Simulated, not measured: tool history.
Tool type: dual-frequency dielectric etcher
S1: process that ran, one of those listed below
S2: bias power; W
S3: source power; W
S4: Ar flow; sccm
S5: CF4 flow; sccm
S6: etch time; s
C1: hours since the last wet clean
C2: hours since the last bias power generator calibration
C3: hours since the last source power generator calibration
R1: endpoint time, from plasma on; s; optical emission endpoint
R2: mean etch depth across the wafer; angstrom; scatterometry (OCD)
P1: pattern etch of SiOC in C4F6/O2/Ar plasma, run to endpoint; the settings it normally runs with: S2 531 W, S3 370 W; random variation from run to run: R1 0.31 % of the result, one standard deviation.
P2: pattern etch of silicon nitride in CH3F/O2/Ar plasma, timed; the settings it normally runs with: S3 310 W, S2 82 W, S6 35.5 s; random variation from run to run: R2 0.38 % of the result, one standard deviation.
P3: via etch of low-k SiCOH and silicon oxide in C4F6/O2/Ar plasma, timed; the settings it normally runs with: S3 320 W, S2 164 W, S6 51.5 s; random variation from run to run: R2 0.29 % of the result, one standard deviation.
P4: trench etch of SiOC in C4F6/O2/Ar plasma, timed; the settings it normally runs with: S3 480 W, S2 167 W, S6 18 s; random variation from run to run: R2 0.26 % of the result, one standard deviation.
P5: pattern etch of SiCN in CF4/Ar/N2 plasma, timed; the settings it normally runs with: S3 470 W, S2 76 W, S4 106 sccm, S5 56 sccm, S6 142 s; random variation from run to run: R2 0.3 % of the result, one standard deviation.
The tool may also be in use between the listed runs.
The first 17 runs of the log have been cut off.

run     day  S1   S2   S3   S4  S5    S6     C1     C2      C3      R1      R2
 18    8.35  P2   98  310           35.5    517   97.2  1406.9          251.76
 19   8.846  P3  164  320             70  528.9  109.1  1418.8          1715.8
 20   9.417  P1  396  370                 542.6  122.8  1432.5  10.385
 21   9.854  P1  531  450                 553.1  133.3    1443  8.7095
 22  10.196  P1  531  370                 561.3  141.5  1451.2  9.3655
 23  10.546  P2   82  310           26.5  569.7  149.9  1459.6          175.29
 24  11.096  P4  167  480             18  582.9  163.1  1472.8          392.93
 25  11.683  P3  164  320           51.5    597  177.2  1486.9          1265.7
 26  12.158  P4  167  480             18  608.4  188.6  1498.3          393.14
 27  12.692  P2   82  310           35.5  621.2  201.4  1511.1          234.22
 28  13.221  P5   76  470  106  56   142  633.9  214.1  1523.8          1237.2
 29  13.846  P4  167  290             18  648.9  229.1  1538.8          323.82
 30  14.379  P4  167  480             11  661.7  241.9  1551.6          240.97

The next listed run, before its measurement:
 31  14.892  P2  82  220          35.5  674  254.2  1563.9       ?

R2: 205.97 angstrom
